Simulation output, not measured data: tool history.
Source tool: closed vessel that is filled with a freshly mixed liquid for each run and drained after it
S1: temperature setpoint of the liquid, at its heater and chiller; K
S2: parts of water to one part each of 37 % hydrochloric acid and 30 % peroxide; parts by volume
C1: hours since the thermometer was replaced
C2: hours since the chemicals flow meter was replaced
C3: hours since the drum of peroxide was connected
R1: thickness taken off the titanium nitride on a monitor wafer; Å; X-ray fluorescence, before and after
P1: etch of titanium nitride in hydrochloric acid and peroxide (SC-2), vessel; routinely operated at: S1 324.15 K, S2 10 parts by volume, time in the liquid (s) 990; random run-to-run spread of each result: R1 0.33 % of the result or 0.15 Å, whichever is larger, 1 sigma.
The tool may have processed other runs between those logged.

Run 1, hour 14: S1 324.15 K, S2 10 parts by volume, time in the liquid (s) 990; C1 413.6; C2 362.9; C3 168.8. Result: R1 154.22 Å.
Run 2, hour 21.3: S1 324.15 K, S2 10 parts by volume, time in the liquid (s) 30; C1 420.9; C2 370.2; C3 176.1. Result: R1 4.8803 Å.
Run 3, hour 29.3: S1 324.15 K, S2 10 parts by volume, time in the liquid (s) 990; C1 428.9; C2 378.2; C3 184.1. Result: R1 153.85 Å.
Run 4, hour 38.7: S1 308.15 K, S2 10 parts by volume, time in the liquid (s) 990; C1 438.3; C2 387.6; C3 193.5. Result: R1 50.346 Å.
Run 5, hour 53.4: S1 333.65 K, S2 10 parts by volume, time in the liquid (s) 990; C1 453; C2 402.3; C3 208.2. Result: R1 283.2 Å.
Run 6, hour 63.9: S1 324.15 K, S2 10 parts by volume, time in the liquid (s) 990; C1 463.5; C2 412.8; C3 218.7. Result: R1 153.95 Å.
Run 7, hour 77.6: S1 324.15 K, S2 10 parts by volume, time in the liquid (s) 990; C1 477.2; C2 426.5; C3 232.4. Result: R1 153.92 Å.
Run 8, hour 86.2: S1 324.15 K, S2 10 parts by volume, time in the liquid (s) 990; C1 485.8; C2 435.1; C3 241. Result: R1 153.78 Å.
Run 9, hour 99.9: S1 324.15 K, S2 15.5 parts by volume, time in the liquid (s) 990; C1 499.5; C2 448.8; C3 254.7. Result: R1 105.32 Å.
Run 10, hour 116.6: S1 324.15 K, S2 4 parts by volume, time in the liquid (s) 990; C1 516.2; C2 465.5; C3 271.4. Result: R1 308.21 Å.
Run 11, hour 128.6: S1 340.15 K, S2 4.5 parts by volume, time in the liquid (s) 990; C1 528.2; C2 477.5; C3 283.4. Result: R1 779.64 Å.
Run 12, hour 144.8: S1 324.15 K, S2 10 parts by volume, time in the liquid (s) 990; C1 544.4; C2 493.7; C3 299.6. Result: R1 153.82 Å.
Run 13, hour 160: S1 324.15 K, S2 10 parts by volume, time in the liquid (s) 1775; C1 559.6; C2 508.9; C3 314.8. Result: R1 276.51 Å.
Run 14, hour 172.7: S1 324.15 K, S2 10 parts by volume, time in the liquid (s) 990; C1 572.3; C2 521.6; C3 327.5. Result: R1 153.78 Å.
Run 15, hour 183.7: S1 324.15 K, S2 10 parts by volume, time in the liquid (s) 990; C1 583.3; C2 532.6; C3 338.5. Result: R1 148.65 Å.
Run 16, hour 196.9: S1 324.15 K, S2 10 parts by volume, time in the liquid (s) 990; C1 596.5; C2 545.8; C3 351.7. Result: R1 145.04 Å.
Run 17, hour 209.7: S1 324.15 K, S2 10 parts by volume, time in the liquid (s) 990; C1 609.3; C2 558.6; C3 364.5. Result: R1 141.87 Å.
Run 18, hour 221.2: S1 324.15 K, S2 10 parts by volume, time in the liquid (s) 990; C1 620.8; C2 570.1; C3 376. Result: R1 141.63 Å.
Run 19, hour 235.7: S1 324.15 K, S2 10 parts by volume, time in the liquid (s) 990; C1 635.3; C2 584.6; C3 390.5. Result: R1 140.44 Å.
Run 20, hour 245.1: S1 324.15 K, S2 10 parts by volume, time in the liquid (s) 990; C1 644.7; C2 594; C3 399.9. Result: R1 138.93 Å.
Run 21, hour 254.7: S1 324.15 K, S2 10 parts by volume, time in the liquid (s) 990; C1 654.3; C2 603.6; C3 409.5. Result: R1 139.19 Å.
At hour 264.5: new drum of peroxide connected.
Run 22, hour 268.1: S1 324.15 K, S2 10 parts by volume, time in the liquid (s) 990; C1 667.7; C2 617; C3 3.6. Result: R1 138.66 Å.
Run 23, hour 283.4: S1 324.15 K, S2 10 parts by volume, time in the liquid (s) 990; C1 683; C2 632.3; C3 18.9. Result: R1 139.1 Å.
Run 24, hour 299.4: S1 324.15 K, S2 10 parts by volume, time in the liquid (s) 990; C1 699; C2 648.3; C3 34.9. Result: R1 139.1 Å.

What P1 gives has crept off from where it sat before. The 2 causes that follow fit the log equally well, each at the size noted:
A: chemicals flow below the setpoint (%) = 11.7
B: liquid colder than its thermometer reads (K) = 1.58
At approximately hour 172.7, the process output began to creep.
The rest of the possible causes, and what rules out each one:
peroxide weaker than its label (%): serviced after onset, at hour 264.5, with no recovery of the prior output

The 4 check runs listed below each average the results of 2 wafers, and their outcomes are marked with question marks. Under which run would the listed causes produce clearly different results?
Run check 1, hour 315.4: S1 324.15 K, S2 4 parts by volume, time in the liquid (s) 990. Result: R1 ?.
Run check 2, hour 315.4: S1 324.15 K, S2 14 parts by volume, time in the liquid (s) 990. Result: R1 ?.
Run check 3, hour 315.4: S1 324.15 K, S2 10 parts by volume, time in the liquid (s) 545. Result: R1 ?.
Run check 4, hour 315.4: S1 331.15 K, S2 10 parts by volume, time in the liquid (s) 990. Result: R1 ?.

Check results expected under each cause:
  check  result    if A    if B
check 1      R1  282.44  276.69
check 2      R1   103.3  103.76
check 3      R1  76.197   76.16
check 4      R1  217.96  218.81
Smallest distance between any two causes, each pair judged by its most separating result, in per cent: check 1 2.06 %; check 2 0.45 %; check 3 0.05 %; check 4 0.39 %
Check 1 is the one run that separates the causes; every other check would come out nearly the same whichever cause is at work.

Running check 1 produced the following: R1 281.97 Å. Which one of the listed causes fits?

It was cause A: chemicals flow below the setpoint (%).
